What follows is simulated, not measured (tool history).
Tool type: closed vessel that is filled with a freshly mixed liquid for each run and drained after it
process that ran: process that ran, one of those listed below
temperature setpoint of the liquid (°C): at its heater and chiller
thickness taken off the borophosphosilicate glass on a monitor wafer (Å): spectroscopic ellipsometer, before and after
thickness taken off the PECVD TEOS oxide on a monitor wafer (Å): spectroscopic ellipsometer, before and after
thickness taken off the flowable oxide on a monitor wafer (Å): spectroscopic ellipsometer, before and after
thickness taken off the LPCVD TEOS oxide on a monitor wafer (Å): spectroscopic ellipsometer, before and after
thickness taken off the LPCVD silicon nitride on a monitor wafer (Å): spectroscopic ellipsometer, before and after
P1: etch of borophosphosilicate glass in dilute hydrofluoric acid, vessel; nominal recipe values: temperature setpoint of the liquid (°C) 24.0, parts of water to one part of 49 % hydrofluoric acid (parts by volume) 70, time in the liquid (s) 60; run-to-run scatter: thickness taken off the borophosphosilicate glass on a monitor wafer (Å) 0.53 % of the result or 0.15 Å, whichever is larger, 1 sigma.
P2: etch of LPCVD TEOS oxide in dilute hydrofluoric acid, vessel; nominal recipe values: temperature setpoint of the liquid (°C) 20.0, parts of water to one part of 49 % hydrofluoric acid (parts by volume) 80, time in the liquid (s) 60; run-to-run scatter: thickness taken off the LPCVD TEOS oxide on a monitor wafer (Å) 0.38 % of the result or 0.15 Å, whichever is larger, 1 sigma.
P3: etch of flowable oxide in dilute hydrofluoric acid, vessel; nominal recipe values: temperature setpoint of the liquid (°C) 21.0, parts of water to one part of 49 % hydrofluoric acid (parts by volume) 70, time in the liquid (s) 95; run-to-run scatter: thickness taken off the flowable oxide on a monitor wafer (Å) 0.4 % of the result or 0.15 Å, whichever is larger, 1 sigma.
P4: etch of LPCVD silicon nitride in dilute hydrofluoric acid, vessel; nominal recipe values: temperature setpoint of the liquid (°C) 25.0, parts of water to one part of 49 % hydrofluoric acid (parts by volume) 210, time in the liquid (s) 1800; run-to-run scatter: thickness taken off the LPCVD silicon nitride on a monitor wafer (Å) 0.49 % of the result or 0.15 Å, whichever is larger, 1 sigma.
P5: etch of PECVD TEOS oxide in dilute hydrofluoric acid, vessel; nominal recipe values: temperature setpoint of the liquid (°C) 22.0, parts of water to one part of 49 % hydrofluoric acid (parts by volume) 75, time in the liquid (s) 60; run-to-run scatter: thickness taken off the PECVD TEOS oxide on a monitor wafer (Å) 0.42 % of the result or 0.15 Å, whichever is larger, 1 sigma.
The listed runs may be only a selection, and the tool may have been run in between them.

run   hour  process that ran  temperature setpoint of the liquid (°C)  parts of water to one part of 49 % hydrofluoric acid (parts by volume)  time in the liquid (s)  thickness taken off the borophosphosilicate glass on a monitor wafer (Å)  thickness taken off the PECVD TEOS oxide on a monitor wafer (Å)  thickness taken off the flowable oxide on a monitor wafer (Å)  thickness taken off the LPCVD TEOS oxide on a monitor wafer (Å)  thickness taken off the LPCVD silicon nitride on a monitor wafer (Å)
  1    4.5                P1                                     24.0                                                                      70                      60                                                                    722.55
  2    7.9                P1                                     24.0                                                                      40                      60                                                                   1318.90
  3   11.5                P1                                     24.0                                                                      70                      90                                                                   1083.90
  4   17.0                P5                                     22.0                                                                      75                      60                                                                                                                                     80.041
  5   21.9                P1                                     24.0                                                                      70                      30                                                                    362.23
  6   27.4                P3                                     21.0                                                                      45                      95                                                                                                                                                                                                    786.69
  7   32.1                P5                                     22.0                                                                     125                      60                                                                                                                                     45.494
  8   35.1                P2                                     20.0                                                                      25                      60                                                                                                                                                                                                                                                                     370.24
  9   38.4                P1                                     24.0                                                                     115                      30                                                                    210.22
 10   41.4                P4                                     17.0                                                                     210                    1800                                                                                                                                                                                                                                                                                                                                           26.315
 11   44.3                P1                                     24.0                                                                      70                      60                                                                    728.40
 12   48.6                P3                                     17.0                                                                      70                      95                                                                                                                                                                                                    413.12
 13   52.1                P1                                     19.5                                                                      70                      60                                                                    602.95
 14   56.2                P2                                     24.5                                                                      80                      60                                                                                                                                                                                                                                                                     131.03
 15   61.9                P3                                     21.0                                                                      70                      95                                                                                                                                                                                                    493.20
 16   65.8                P2                                     20.0                                                                      80                     110                                                                                                                                                                                                                                                                     198.58
 17   71.9                P1                                     31.5                                                                      70                      60                                                                    968.50
 18   77.2                P4                                     25.0                                                                     210                    1800                                                                                                                                                                                                                                                                                                                                           43.746
 19   82.0                P4                                     25.0                                                                     335                    1800                                                                                                                                                                                                                                                                                                                                           27.240
 20   86.9                P2                                     20.0                                                                      80                      60                                                                                                                                                                                                                                                                     108.97
 21   91.4                P1                                     24.0                                                                      70                      60                                                                    724.87
 22   96.9                P1                                     24.0                                                                     110                      60                                                                    436.56
 23   99.8                P1                                     24.0                                                                      70                      60                                                                    725.74
 24  105.5                P3                                     21.0                                                                      70                      95                                                                                                                                                                                                    486.76
 25  110.2                P5                                     17.0                                                                      75                      60                                                                                                                                     64.752
 26  113.3                P1                                     30.5                                                                     115                      60                                                                    529.32
     114.7  -- thermometer replaced
 27  116.6                P2                                     20.0                                                                      80                      60                                                                                                                                                                                                                                                                     108.30
 28  121.1                P1                                     24.0                                                                      70                      60                                                                    721.93
 29  123.9                P3                                     21.0                                                                      70                     165                                                                                                                                                                                                    850.22
 30  130.1                P4                                     25.0                                                                     210                     565                                                                                                                                                                                                                                                                                                                                           13.823
 31  135.2                P5                                     22.0                                                                      75                      30                                                                                                                                     39.709
 32  139.3                P5                                     22.0                                                                      75                      60                                                                                                                                     80.505
 33  142.5                P1                                     24.0                                                                      70                      60                                                                    723.54
 34  148.4                P1                                     24.0                                                                      70                      60                                                                    766.08
 35  152.2                P1                                     24.0                                                                      70                      60                                                                    776.89
 36  155.3                P1                                     24.0                                                                      70                      60                                                                    786.13
 37  160.4                P1                                     24.0                                                                      70                      60                                                                    790.99
 38  164.1                P1                                     24.0                                                                      70                      60                                                                    793.18
 39  169.2                P1                                     24.0                                                                      70                      60                                                                    796.21

Compared with where it was, what P1 gives has crept away. Each cause listed below fits the log as well as the rest, at the size given for it:
A: hydrofluoric acid flow above the setpoint (%) = 9.44
B: liquid hotter than its thermometer reads (K) = 2.45
The gradual shift began around hour 142.5.

Which of the 4 check runs listed below separates the causes, so that each cause would produce a clearly different result? Each run uses one wafer, and its results are marked with question marks.
check 1  174.3                P2                                     20.0                                                                      80                      60                                                                                                                                                                                                                                                                          ?
check 2  174.3                P5                                     22.0                                                                      75                      60                                                                                                                                          ?
check 3  174.3                P4                                     25.0                                                                     210                    1800                                                                                                                                                                                                                                                                                                                                                ?
check 4  174.3                P3                                     21.0                                                                      70                      95                                                                                                                                                                                                         ?

What every check run would give for each of its results, assuming each possible cause in turn:
  check                                                                result    if A    if B
check 1       thickness taken off the LPCVD TEOS oxide on a monitor wafer (Å)  120.04  120.36
check 2       thickness taken off the PECVD TEOS oxide on a monitor wafer (Å)  88.427  88.552
check 3  thickness taken off the LPCVD silicon nitride on a monitor wafer (Å)  47.818  50.849
check 4         thickness taken off the flowable oxide on a monitor wafer (Å)  540.01  541.77
Minimum pairwise separation of causes per check, each pair taken at its best-separating result: check 1 0.27 %; check 2 0.14 %; check 3 6.14 %; check 4 0.32 %
Only in check 3 would the causes give clearly different results; in the remaining checks their results would be nearly the same.

Running check 3 produced the following: thickness taken off the LPCVD silicon nitride on a monitor wafer (Å) 48.254. Which one of the listed causes fits?

Of the candidate causes, it is A: hydrofluoric acid flow above the setpoint (%).
